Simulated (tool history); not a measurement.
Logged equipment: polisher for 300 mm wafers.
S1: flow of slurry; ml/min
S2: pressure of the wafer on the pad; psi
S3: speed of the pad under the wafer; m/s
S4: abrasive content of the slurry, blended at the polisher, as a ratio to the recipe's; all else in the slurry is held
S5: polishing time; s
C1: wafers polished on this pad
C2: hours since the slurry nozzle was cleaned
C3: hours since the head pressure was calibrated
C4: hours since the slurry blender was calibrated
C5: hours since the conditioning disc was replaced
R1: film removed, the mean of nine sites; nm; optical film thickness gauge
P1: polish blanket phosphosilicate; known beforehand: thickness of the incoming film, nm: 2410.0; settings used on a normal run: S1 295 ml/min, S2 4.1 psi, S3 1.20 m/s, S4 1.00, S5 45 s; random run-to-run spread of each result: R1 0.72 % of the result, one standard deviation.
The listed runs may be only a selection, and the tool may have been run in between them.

run    day   S1   S2    S3    S4  S5    C1     C2     C3     C4     C5      R1
  1  0.250  295  4.1  1.20  1.00  45   533  328.8  747.4  109.2  437.8  493.18
  2  0.458  295  4.1  1.20  1.00  71   582  333.8  752.4  114.2  442.8  779.24
     0.712  -- slurry blender recalibrated
  3  0.833  295  4.1  1.20  1.00  45   671  342.8  761.4    3.0  451.8  494.28
  4  1.146  295  4.1  1.20  1.00  45   745  350.3  768.9   10.5  459.3  497.24
  5  1.433  175  4.1  1.20  1.00  45   813  357.2  775.8   17.4  466.2  457.27
  6  1.717  465  4.1  1.20  1.00  45   880  364.0  782.6   24.2  473.0  502.99
  7  1.971  295  4.1  1.20  1.00  45   940  370.1  788.7   30.3  479.1  499.48
  8  2.200  295  4.1  1.82  1.00  45   995  375.6  794.2   35.8  484.6  690.97
     2.288  -- slurry nozzle cleaned
  9  2.579  295  2.4  1.20  1.00  45  1084    7.0  803.3   44.9  493.7  284.57
 10  2.779  295  4.1  1.20  0.55  45  1132   11.8  808.1   49.7  498.5  360.95
     2.992  -- conditioning disc replaced and pad reconditioned
 11  3.079  295  4.1  0.54  1.00  45  1203   19.0  815.3   56.9    2.2  259.62
 12  3.417  295  4.1  1.20  1.00  20  1283   27.1  823.4   65.0   10.3  219.95
 13  3.646  295  4.1  1.20  1.30  45  1337   32.6  828.9   70.5   15.8  547.00
 14  4.008  295  4.1  0.76  0.80  45  1423   41.3  837.6   79.2   24.5  309.39
 15  4.312  425  4.1  1.20  1.00  26  1495   48.6  844.9   86.5   31.8  290.19
 16  4.642  295  4.1  1.52  0.65  45  1573   56.5  852.8   94.4   39.7  476.95
 17  4.908  295  4.1  1.20  1.00  45  1636   62.9  859.2  100.8   46.1  495.17
 18  5.258  295  6.2  1.20  1.00  45  1719   71.3  867.6  109.2   54.5  747.99
 19  5.446  295  4.1  1.20  1.00  45  1764   75.8  872.1  113.7   59.0  499.03
 20  5.704  295  4.1  1.20  1.00  45  1825   82.0  878.3  119.9   65.2  472.32
 21  5.917  295  4.1  1.20  1.00  45  1875   87.1  883.4  125.0   70.3  467.68
 22  6.212  295  4.1  1.20  1.00  45  1945   94.2  890.5  132.1   77.4  460.61
     6.271  -- slurry nozzle cleaned
     6.329  -- conditioning disc replaced and pad reconditioned
     6.375  -- worn pad replaced by a new one
 23  6.600  295  4.1  1.20  1.00  45    53    8.0  899.8  141.4    6.6  453.96
 24  6.938  295  4.1  1.20  1.00  45   133   16.1  907.9  149.5   14.7  454.45
 25  7.325  295  4.1  1.20  1.00  45   225   25.4  917.2  158.8   24.0  452.66
 26  7.529  295  4.1  1.20  1.00  45   273   30.3  922.1  163.7   28.9  450.83

Something has made what P1 gives creep away from where it was; the 2 causes below, each at its own stated size, fit the log equally well:
A: head's pressure below its setpoint, % = 8.38
B: abrasive missing from the slurry, % = 16.8
Onset of the creep was near day 5.446.
Excluded causes, each with its reason:
removal rate lost through wear of the pad, %: its service at day 6.375 followed the start of the drift and did not put the process back to its old value
slurry flow missing at the pad, %: its service at day 6.271 followed the start of the drift and did not put the process back to its old value
time polished since the conditioner stopped cutting, s: its service at day 6.329 followed the start of the drift and did not put the process back to its old value

You are offered 4 check runs, listed below with question marks in place of their results; each one averages 5 wafers. Which run separates the listed causes by giving clearly different results for each?
check 1  7.733  295  4.1  1.68  1.00  56                       ?
check 2  7.733  295  2.9  1.20  1.00  27                       ?
check 3  7.733  175  4.1  1.20  1.00  28                       ?
check 4  7.733  295  4.1  1.20  0.60  45                       ?

If the cause were each of the candidates in turn, the checks would give the following:
  check  result    if A    if B
check 1      R1  733.97  733.76
check 2      R1  191.23  191.18
check 3      R1  263.76  263.68
check 4      R1  345.82  337.79
Per-check spread between the two closest causes, in the result where they differ most: check 1 0.03 %; check 2 0.03 %; check 3 0.03 %; check 4 2.35 %
Only in check 4 would the causes give clearly different results; in the remaining checks their results would be nearly the same.

With check 4 done, the readings were: R1 344.43 nm. Identify which of the listed causes applies.

The cause is A: head's pressure below its setpoint, %.
